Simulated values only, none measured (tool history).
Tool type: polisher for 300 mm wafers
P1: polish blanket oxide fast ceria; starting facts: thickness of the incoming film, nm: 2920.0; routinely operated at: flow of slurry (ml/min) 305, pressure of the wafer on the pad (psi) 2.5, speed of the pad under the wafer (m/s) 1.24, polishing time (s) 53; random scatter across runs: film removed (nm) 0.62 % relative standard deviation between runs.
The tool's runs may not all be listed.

run   hour  flow of slurry (ml/min)  pressure of the wafer on the pad (psi)  speed of the pad under the wafer (m/s)  polishing time (s)  wafers polished on this pad  hours since the slurry nozzle was cleaned  hours since the head pressure was calibrated  film removed (nm)
  1   14.7                      305                                     2.5                                    1.24                  53                          596                                      208.5                                         778.2             884.45
  2   30.4                      305                                     2.5                                     1.7                  53                          855                                      224.2                                         793.9             1200.3
  3   46.3                      305                                     2.5                                    1.24                  80                         1118                                      240.1                                         809.8             1325.6
  4   57.7                      305                                     3.5                                    1.24                  53                         1306                                      251.5                                         821.2             1227.7
  5   69.6                      305                                     1.6                                    1.24                  53                         1502                                      263.4                                         833.1             567.34
  6   83.6                      305                                     2.5                                    1.24                  53                         1734                                      277.4                                         847.1              880.6
  7   97.7                      305                                     2.5                                    1.58                  38                         1966                                      291.5                                         861.2             810.05
  8  112.3                      305                                     2.5                                    1.24                  32                         2207                                      306.1                                         875.8             531.89
  9  126.2                      465                                     2.5                                    1.24                  53                         2437                                        320                                         889.7             910.41
 10  141.4                      195                                     2.5                                    1.24                  53                         2688                                      335.2                                         904.9             841.22
 11    155                      305                                     3.4                                    1.62                  53                         2912                                      348.8                                         918.5             1557.8
 12  169.9                      305                                     2.5                                    1.24                  53                         3158                                      363.7                                         933.4             889.47
 13  187.5                      445                                     2.5                                    1.86                  53                         3449                                      381.3                                           951             1353.7
 14  199.2                      305                                     2.5                                    1.24                  53                         3642                                        393                                         962.7             866.78
 15  211.3                      305                                     2.5                                    0.64                  53                         3842                                      405.1                                         974.8             452.33
 16  220.2                      305                                     2.5                                    1.24                  53                         3988                                        414                                         983.7             870.99
 17  235.9                      305                                     2.5                                    1.24                  53                         4248                                      429.7                                         999.4             850.36
 18  251.7                      305                                     2.5                                    1.24                  53                         4508                                      445.5                                        1015.2             836.85
     259.9  -- head pressure recalibrated
 19  269.7                      305                                     2.5                                    1.24                  53                         4806                                      463.5                                           9.9              835.2
 20  284.2                      305                                     2.5                                    1.24                  53                         5045                                        478                                          24.4             838.99
 21  293.6                      305                                     2.5                                    1.24                  53                         5200                                      487.4                                          33.8             822.48
 22  302.8                      305                                     2.5                                    1.24                  53                         5352                                      496.6                                            43             828.82

Something has made what P1 gives creep away from where it was; the 2 causes below, each at its own stated size, fit the log equally well:
A: slurry flow missing at the pad, % = 39
B: removal rate lost through wear of the pad, % = 5.42
The onset of the drift is placed at about hour 220.2.
Ruled out, with reasons:
head's pressure below its setpoint, %: was serviced at hour 259.9, once the creep was under way, yet the earlier output never came back

Each of the check runs listed below is run on 5 wafers and reports their average, with the results left as question marks. Pick the one under which the possible causes would lead to clearly different results.
check 1   312                      305                                     2.5                                    1.66                  78                                                                                                                                        ?
check 2   312                      205                                     2.5                                    1.24                  69                                                                                                                                        ?
check 3   312                      305                                     3.1                                    1.24                  38                                                                                                                                        ?
check 4   312                      305                                       2                                    1.24                  71                                                                                                                                        ?

Expected result of each check under each candidate cause:
  check             result    if A    if B
check 1  film removed (nm)  1640.1  1640.2
check 2  film removed (nm)  1012.8  1038.6
check 3  film removed (nm)  740.13  740.13
check 4  film removed (nm)  892.17  892.18
Distance between the nearest two causes, measured in the result of the check that separates them most: check 1 0 %; check 2 2.52 %; check 3 0 %; check 4 0 %
Check 2 distinguishes between the causes, while the remaining checks would return nearly the same result for all of them.

The results of check 2 are: film removed (nm) 1008.4. Based on these, which of the listed causes is it?

A is the cause: slurry flow missing at the pad, %.
